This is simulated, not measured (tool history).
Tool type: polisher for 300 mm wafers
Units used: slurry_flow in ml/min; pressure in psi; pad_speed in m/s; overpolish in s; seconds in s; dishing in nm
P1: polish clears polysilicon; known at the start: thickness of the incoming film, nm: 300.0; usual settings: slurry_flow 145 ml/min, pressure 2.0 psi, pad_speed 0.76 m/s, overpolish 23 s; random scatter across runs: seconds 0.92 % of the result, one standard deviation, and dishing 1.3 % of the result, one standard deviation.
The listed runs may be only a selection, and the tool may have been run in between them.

Run 1, hour 9.2: slurry_flow 145 ml/min, pressure 2.0 psi, pad_speed 0.76 m/s, overpolish 23 s. Result: seconds 40.213 s, dishing 69.890 nm.
Run 2, hour 14.4: slurry_flow 145 ml/min, pressure 1.4 psi, pad_speed 0.76 m/s, overpolish 23 s. Result: seconds 57.707 s, dishing 60.274 nm.
Run 3, hour 24.2: slurry_flow 145 ml/min, pressure 2.0 psi, pad_speed 0.76 m/s, overpolish 38 s. Result: seconds 39.979 s, dishing 77.095 nm.
Run 4, hour 30.8: slurry_flow 145 ml/min, pressure 2.0 psi, pad_speed 0.76 m/s, overpolish 23 s. Result: seconds 39.357 s, dishing 67.475 nm.
At hour 40.6: head pressure recalibrated.
Run 5, hour 40.6: slurry_flow 145 ml/min, pressure 2.0 psi, pad_speed 0.76 m/s, overpolish 23 s. Result: seconds 39.954 s, dishing 69.512 nm.
Run 6, hour 49.9: slurry_flow 215 ml/min, pressure 2.0 psi, pad_speed 0.76 m/s, overpolish 23 s. Result: seconds 37.221 s, dishing 68.533 nm.
Run 7, hour 55.2: slurry_flow 145 ml/min, pressure 1.2 psi, pad_speed 0.76 m/s, overpolish 7 s. Result: seconds 67.032 s, dishing 25.686 nm.
Run 8, hour 60.6: slurry_flow 145 ml/min, pressure 2.0 psi, pad_speed 0.48 m/s, overpolish 23 s. Result: seconds 63.655 s, dishing 58.412 nm.
Run 9, hour 70.8: slurry_flow 85 ml/min, pressure 2.0 psi, pad_speed 0.76 m/s, overpolish 23 s. Result: seconds 44.597 s, dishing 67.457 nm.
Run 10, hour 76.4: slurry_flow 145 ml/min, pressure 2.0 psi, pad_speed 0.76 m/s, overpolish 7 s. Result: seconds 39.597 s, dishing 36.593 nm.
Run 11, hour 85.1: slurry_flow 145 ml/min, pressure 2.0 psi, pad_speed 1.18 m/s, overpolish 23 s. Result: seconds 25.931 s, dishing 77.769 nm.
Run 12, hour 92.1: slurry_flow 145 ml/min, pressure 3.1 psi, pad_speed 0.76 m/s, overpolish 23 s. Result: seconds 25.969 s, dishing 74.854 nm.
Run 13, hour 96.9: slurry_flow 145 ml/min, pressure 2.0 psi, pad_speed 0.76 m/s, overpolish 23 s. Result: seconds 40.802 s, dishing 68.792 nm.
Run 14, hour 105.7: slurry_flow 145 ml/min, pressure 2.0 psi, pad_speed 0.76 m/s, overpolish 23 s. Result: seconds 39.938 s, dishing 69.500 nm.
Run 15, hour 115.8: slurry_flow 145 ml/min, pressure 2.0 psi, pad_speed 0.76 m/s, overpolish 23 s. Result: seconds 40.875 s, dishing 68.569 nm.
Run 16, hour 125.1: slurry_flow 145 ml/min, pressure 2.0 psi, pad_speed 0.76 m/s, overpolish 23 s. Result: seconds 42.297 s, dishing 68.025 nm.
Run 17, hour 130.1: slurry_flow 145 ml/min, pressure 2.0 psi, pad_speed 0.76 m/s, overpolish 23 s. Result: seconds 42.059 s, dishing 66.972 nm.
Run 18, hour 140.6: slurry_flow 145 ml/min, pressure 2.0 psi, pad_speed 0.76 m/s, overpolish 23 s. Result: seconds 42.498 s, dishing 67.189 nm.
Run 19, hour 150.0: slurry_flow 145 ml/min, pressure 2.0 psi, pad_speed 0.76 m/s, overpolish 23 s. Result: seconds 43.472 s, dishing 66.679 nm.
Run 20, hour 157.6: slurry_flow 145 ml/min, pressure 2.0 psi, pad_speed 0.76 m/s, overpolish 23 s. Result: seconds 42.660 s, dishing 65.901 nm.
At hour 159.0: head pressure recalibrated.
Run 21, hour 168.0: slurry_flow 145 ml/min, pressure 2.0 psi, pad_speed 0.76 m/s, overpolish 23 s. Result: seconds 43.853 s, dishing 67.580 nm.
Run 22, hour 176.4: slurry_flow 145 ml/min, pressure 2.0 psi, pad_speed 0.76 m/s, overpolish 23 s. Result: seconds 43.263 s, dishing 66.376 nm.
Run 23, hour 184.2: slurry_flow 145 ml/min, pressure 2.0 psi, pad_speed 0.76 m/s, overpolish 23 s. Result: seconds 42.628 s, dishing 68.351 nm.

What P1 gives has crept away from where it was. These 2 causes fit the log equally well, each at the size given:
A: removal rate lost through wear of the pad, % = 8.2
B: slurry flow missing at the pad, % = 32.9
Onset of the creep was near hour 105.7.
Other possible causes, and why each is ruled out:
head's pressure below its setpoint, %: serviced at hour 159.0, after the change had begun; the process did not return to its earlier output

Consider the 4 check runs below, whose results appear as question marks and each of which averages 2 wafers. Which one distinguishes the causes, in that each cause would give it a clearly different result?
Run check 1, hour 192.0: slurry_flow 85 ml/min, pressure 2.0 psi, pad_speed 0.76 m/s, overpolish 7 s. Result: seconds ?, dishing ?.
Run check 2, hour 192.0: slurry_flow 145 ml/min, pressure 2.0 psi, pad_speed 0.76 m/s, overpolish 36 s. Result: seconds ?, dishing ?.
Run check 3, hour 192.0: slurry_flow 145 ml/min, pressure 2.0 psi, pad_speed 0.76 m/s, overpolish 12 s. Result: seconds ?, dishing ?.
Run check 4, hour 192.0: slurry_flow 145 ml/min, pressure 2.0 psi, pad_speed 0.54 m/s, overpolish 23 s. Result: seconds ?, dishing ?.

Outcome of each check run for each possible cause:
  check   result    if A    if B
check 1  seconds  49.073  51.613
check 1  dishing  31.749  30.541
check 2  seconds  43.431  43.431
check 2  dishing  74.760  74.760
check 3  seconds  43.431  43.431
check 3  dishing  49.758  49.757
check 4  seconds  61.125  61.125
check 4  dishing  58.542  58.542
Separation of the two closest causes in each check, using whichever result separates them best: check 1 5.05 %; check 2 0 %; check 3 0 %; check 4 0 %
The causes can be told apart only by check 1. The other checks would give nearly the same results under each of them.

Check 1 was then run and gave: seconds 49.212 s; dishing 31.883 nm. Which cause is it?

It was cause A: removal rate lost through wear of the pad, %.

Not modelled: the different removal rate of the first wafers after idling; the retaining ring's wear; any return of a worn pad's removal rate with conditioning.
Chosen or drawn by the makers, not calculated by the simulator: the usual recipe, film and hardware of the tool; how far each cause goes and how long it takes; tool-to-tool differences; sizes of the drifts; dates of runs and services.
